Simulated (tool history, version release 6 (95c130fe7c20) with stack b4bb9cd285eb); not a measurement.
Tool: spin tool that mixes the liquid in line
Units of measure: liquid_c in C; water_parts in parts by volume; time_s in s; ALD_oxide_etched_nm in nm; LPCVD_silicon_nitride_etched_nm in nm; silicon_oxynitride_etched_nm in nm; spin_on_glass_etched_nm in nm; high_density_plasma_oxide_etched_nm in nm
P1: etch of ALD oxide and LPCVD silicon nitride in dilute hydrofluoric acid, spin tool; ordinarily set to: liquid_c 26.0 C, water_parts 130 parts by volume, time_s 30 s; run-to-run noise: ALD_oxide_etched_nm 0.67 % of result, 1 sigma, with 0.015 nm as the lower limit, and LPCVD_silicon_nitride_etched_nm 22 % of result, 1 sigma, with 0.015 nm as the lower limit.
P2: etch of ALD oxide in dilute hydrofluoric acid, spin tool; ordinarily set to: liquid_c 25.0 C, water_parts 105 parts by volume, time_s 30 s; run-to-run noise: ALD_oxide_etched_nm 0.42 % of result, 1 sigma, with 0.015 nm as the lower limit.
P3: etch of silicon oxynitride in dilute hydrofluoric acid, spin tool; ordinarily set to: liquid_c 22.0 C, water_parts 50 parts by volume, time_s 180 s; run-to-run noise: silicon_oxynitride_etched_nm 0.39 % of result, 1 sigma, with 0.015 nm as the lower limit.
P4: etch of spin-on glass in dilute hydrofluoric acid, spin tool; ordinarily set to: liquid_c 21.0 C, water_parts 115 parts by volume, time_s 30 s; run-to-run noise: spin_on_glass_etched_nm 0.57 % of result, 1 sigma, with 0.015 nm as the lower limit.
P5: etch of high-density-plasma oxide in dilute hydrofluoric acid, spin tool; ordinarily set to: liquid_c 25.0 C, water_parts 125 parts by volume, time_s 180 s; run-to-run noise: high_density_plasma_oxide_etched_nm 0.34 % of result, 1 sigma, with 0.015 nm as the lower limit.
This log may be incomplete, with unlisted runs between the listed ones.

run,hour,process,liquid_c,water_parts,time_s,hours since the thermometer was replaced,hours since the hydrofluoric acid flow meter was replaced,ALD_oxide_etched_nm,LPCVD_silicon_nitride_etched_nm,silicon_oxynitride_etched_nm,spin_on_glass_etched_nm,high_density_plasma_oxide_etched_nm
1,5.1,P1,26.0,130,30,1648.7,326.0,4.5502,0.092744,,,
2,12.5,P1,26.0,185,30,1656.1,333.4,2.9212,0.090991,,,
3,20.2,P1,26.0,25,30,1663.8,341.1,26.5550,0.520720,,,
4,24.3,P1,30.0,130,30,1667.9,345.2,5.1728,0.169260,,,
5,30.1,P1,26.0,130,30,1673.7,351.0,4.4588,0.070144,,,
6,34.9,P1,26.0,130,30,1678.5,355.8,4.4529,0.141440,,,
7,43.6,P3,22.0,20,180,1687.2,364.5,,,25.8200,,
8,50.7,P1,30.5,130,55,1694.3,371.6,9.6131,0.196020,,,
9,57.0,P4,17.0,115,30,1700.6,377.9,,,,6.0545,
10,62.5,P3,18.5,50,180,1706.1,383.4,,,8.5322,,
11,69.9,P4,21.0,115,30,1713.5,390.8,,,,7.1290,
12,76.9,P1,21.5,130,15,1720.5,397.8,1.8870,0.056470,,,
13,85.7,P1,26.0,130,45,1729.3,406.6,6.6763,0.212800,,,
14,93.0,P2,25.0,105,30,1736.6,413.9,9.5533,,,,
15,98.2,P3,22.0,50,180,1741.8,419.1,,,10.2200,,
16,102.2,P1,26.0,130,30,1745.8,423.1,4.4511,0.144930,,,
17,108.9,P5,19.0,125,180,1752.5,429.8,,,,,9.22570
18,117.5,P4,21.0,210,30,1761.1,438.4,,,,3.5548,
19,124.9,P2,25.0,105,15,1768.5,445.8,4.7480,,,,
20,129.3,P5,25.0,125,180,1772.9,450.2,,,,,11.67300
21,136.8,P1,26.0,130,15,1780.4,457.7,2.2379,0.044054,,,
22,144.3,P5,25.0,225,180,1787.9,465.2,,,,,5.76530
23,150.8,P5,25.0,125,180,1794.4,471.7,,,,,11.61800
24,155.9,P2,29.5,105,30,1799.5,476.8,11.3070,,,,
25,161.1,P4,21.0,115,30,1804.7,482.0,,,,7.1399,
26,166.3,P3,22.0,50,180,1809.9,487.2,,,10.2320,,
27,170.3,P5,25.0,125,15,1813.9,491.2,,,,,0.97043
28,177.2,P1,26.0,130,30,1820.8,498.1,4.4523,0.098394,,,
29,185.1,P2,25.0,190,30,1828.7,506.0,4.7796,,,,
30,191.1,P1,19.0,60,30,1834.7,512.0,7.7915,0.093647,,,
31,198.6,P3,22.0,50,80,1842.2,519.5,,,4.5078,,
32,206.0,P4,21.0,115,60,1849.6,526.9,,,,14.2110,
33,210.6,P1,21.0,130,30,1854.2,531.5,3.6480,0.106260,,,
34,218.5,P1,26.0,130,30,1862.1,539.4,4.3767,0.140170,,,
35,222.9,P1,26.0,130,30,1866.5,543.8,4.3303,0.075607,,,
36,228.9,P1,26.0,130,30,1872.5,549.8,4.2199,0.097619,,,
37,237.6,P1,26.0,130,30,1881.2,558.5,4.2378,0.083760,,,
38,243.1,P1,26.0,130,30,1886.7,564.0,4.1897,0.086859,,,
39,248.3,P1,26.0,130,30,1891.9,569.2,4.1558,0.138970,,,
40,255.7,P1,26.0,130,30,1899.3,576.6,4.1558,0.113920,,,
41,264.3,P1,26.0,130,30,1907.9,585.2,4.1336,0.104540,,,

Compared with where it was, what P1 gives has crept away. Each cause listed below fits the log as well as the rest, at the size given for it:
A: hydrofluoric acid flow below the setpoint (%) = 5.66
B: liquid colder than its thermometer reads (K) = 1.77
The gradual shift began around hour 218.5.

Consider the 4 single-wafer check runs listed below, results given as question marks: which one distinguishes between the causes by giving clearly different results for each?
check 1,272.9,P2,25.0,160,15,,,?,,,,
check 2,272.9,P4,21.0,195,60,,,,,,?,
check 3,272.9,P5,25.0,210,35,,,,,,,?
check 4,272.9,P3,22.0,20,90,,,,,?,,

What every check run would give for each of its results, assuming each possible cause in turn:
check,result,if A,if B
check 1,ALD_oxide_etched_nm,2.7394,2.7453
check 2,spin_on_glass_etched_nm,7.1999,7.2111
check 3,high_density_plasma_oxide_etched_nm,1.14000,1.14800
check 4,silicon_oxynitride_etched_nm,12.1940,11.8150
Distance between the nearest two causes, measured in the result of the check that separates them most: check 1 0.22 %; check 2 0.15 %; check 3 0.7 %; check 4 3.15 %
Check 4 is the one run that separates the causes; every other check would come out nearly the same whichever cause is at work.

Check 4 was carried out, with these results: silicon_oxynitride_etched_nm 11.7830 nm. Which of the listed causes is responsible?

The correct cause is B, namely: liquid colder than its thermometer reads (K).
